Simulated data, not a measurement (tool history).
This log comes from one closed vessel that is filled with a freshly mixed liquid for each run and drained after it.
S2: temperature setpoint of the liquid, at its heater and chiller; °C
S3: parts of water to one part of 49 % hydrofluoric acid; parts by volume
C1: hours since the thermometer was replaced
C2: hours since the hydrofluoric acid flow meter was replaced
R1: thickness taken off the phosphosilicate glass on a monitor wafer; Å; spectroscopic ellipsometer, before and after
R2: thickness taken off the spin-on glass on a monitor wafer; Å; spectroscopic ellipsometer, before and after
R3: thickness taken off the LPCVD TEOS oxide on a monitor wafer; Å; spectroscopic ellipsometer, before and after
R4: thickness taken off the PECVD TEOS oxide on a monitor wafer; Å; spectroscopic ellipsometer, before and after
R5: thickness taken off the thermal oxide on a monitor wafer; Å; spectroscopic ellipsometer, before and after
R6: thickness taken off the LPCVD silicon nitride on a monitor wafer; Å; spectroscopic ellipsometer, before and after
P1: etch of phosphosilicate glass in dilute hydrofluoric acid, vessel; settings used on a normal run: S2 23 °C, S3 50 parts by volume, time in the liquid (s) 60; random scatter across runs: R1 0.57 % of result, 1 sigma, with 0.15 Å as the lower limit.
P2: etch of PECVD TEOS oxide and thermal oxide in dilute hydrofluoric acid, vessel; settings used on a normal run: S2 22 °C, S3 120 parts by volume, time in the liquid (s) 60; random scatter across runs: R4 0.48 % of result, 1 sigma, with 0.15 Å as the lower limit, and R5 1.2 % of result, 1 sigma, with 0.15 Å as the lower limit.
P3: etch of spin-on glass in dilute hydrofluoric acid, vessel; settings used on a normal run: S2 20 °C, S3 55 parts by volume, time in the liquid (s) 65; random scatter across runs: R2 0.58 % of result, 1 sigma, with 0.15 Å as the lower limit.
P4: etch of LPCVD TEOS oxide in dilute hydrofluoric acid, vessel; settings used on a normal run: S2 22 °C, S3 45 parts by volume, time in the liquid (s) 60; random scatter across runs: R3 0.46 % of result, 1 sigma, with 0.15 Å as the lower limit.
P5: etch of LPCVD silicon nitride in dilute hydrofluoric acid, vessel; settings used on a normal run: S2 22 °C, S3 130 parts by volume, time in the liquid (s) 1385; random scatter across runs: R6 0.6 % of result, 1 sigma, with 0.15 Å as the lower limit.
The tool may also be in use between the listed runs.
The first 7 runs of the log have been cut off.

Run 8, day 3.779: process that ran P2, S2 22 °C, S3 170 parts by volume, time in the liquid (s) 60; C1 652.2; C2 1594. Result: R4 59.08 Å, R5 14.651 Å.
Run 9, day 4.146: process that ran P1, S2 23 °C, S3 50 parts by volume, time in the liquid (s) 60; C1 661; C2 1602.8. Result: R1 1857.3 Å.
Run 10, day 4.567: process that ran P2, S2 22 °C, S3 120 parts by volume, time in the liquid (s) 60; C1 671.1; C2 1612.9. Result: R4 88.021 Å, R5 22.425 Å.
Run 11, day 5: process that ran P1, S2 23 °C, S3 50 parts by volume, time in the liquid (s) 30; C1 681.5; C2 1623.3. Result: R1 917.91 Å.
Run 12, day 5.446: process that ran P5, S2 22 °C, S3 130 parts by volume, time in the liquid (s) 355; C1 692.2; C2 1634. Result: R6 12.222 Å.
Run 13, day 5.708: process that ran P5, S2 22 °C, S3 180 parts by volume, time in the liquid (s) 1385; C1 698.5; C2 1640.3. Result: R6 34.644 Å.
Run 14, day 6.046: process that ran P1, S2 23 °C, S3 20 parts by volume, time in the liquid (s) 60; C1 706.6; C2 1648.4. Result: R1 4773.8 Å.
Run 15, day 6.396: process that ran P4, S2 22 °C, S3 20 parts by volume, time in the liquid (s) 60; C1 715; C2 1656.8. Result: R3 583.13 Å.
Run 16, day 6.667: process that ran P4, S2 22 °C, S3 45 parts by volume, time in the liquid (s) 60; C1 721.5; C2 1663.3. Result: R3 246.82 Å.
Run 17, day 7.167: process that ran P5, S2 22 °C, S3 130 parts by volume, time in the liquid (s) 1385; C1 733.5; C2 1675.3. Result: R6 47.886 Å.
Run 18, day 7.712: process that ran P1, S2 23 °C, S3 70 parts by volume, time in the liquid (s) 60; C1 746.6; C2 1688.4. Result: R1 1297.1 Å.
Run 19, day 8.3: process that ran P4, S2 30 °C, S3 45 parts by volume, time in the liquid (s) 60; C1 760.7; C2 1702.5. Result: R3 344.54 Å.
Run 20, day 8.712: process that ran P1, S2 17 °C, S3 50 parts by volume, time in the liquid (s) 60; C1 770.6; C2 1712.4. Result: R1 1433.7 Å.
Run 21, day 8.992: process that ran P1, S2 23 °C, S3 70 parts by volume, time in the liquid (s) 105; C1 777.3; C2 1719.1. Result: R1 2260.1 Å.
Run 22, day 9.512: process that ran P1, S2 27.5 °C, S3 70 parts by volume, time in the liquid (s) 60; C1 789.8; C2 1731.6. Result: R1 1538.9 Å.
Run 23, day 9.821: process that ran P1, S2 23 °C, S3 50 parts by volume, time in the liquid (s) 60; C1 797.2; C2 1739. Result: R1 1839.5 Å.
Run 24, day 10.117: process that ran P1, S2 23 °C, S3 50 parts by volume, time in the liquid (s) 115; C1 804.3; C2 1746.1. Result: R1 3529 Å.
Run 25, day 10.608: process that ran P3, S2 20 °C, S3 55 parts by volume, time in the liquid (s) 65; C1 816.1; C2 1757.9. Result: R2 414.41 Å.
Run 26, day 11.083: process that ran P3, S2 20 °C, S3 55 parts by volume, time in the liquid (s) 30; C1 827.5; C2 1769.3. Result: R2 191.78 Å.
Run 27, day 11.388: process that ran P1, S2 23 °C, S3 50 parts by volume, time in the liquid (s) 60; C1 834.8; C2 1776.6. Result: R1 1835.2 Å.

Predict the results of run 28:
Run 28, day 11.988: process that ran P3, S2 20 °C, S3 30 parts by volume, time in the liquid (s) 65; C1 849.2; C2 1791. Result: R2 ?.

{"run 28": {"R2": 786.28}}
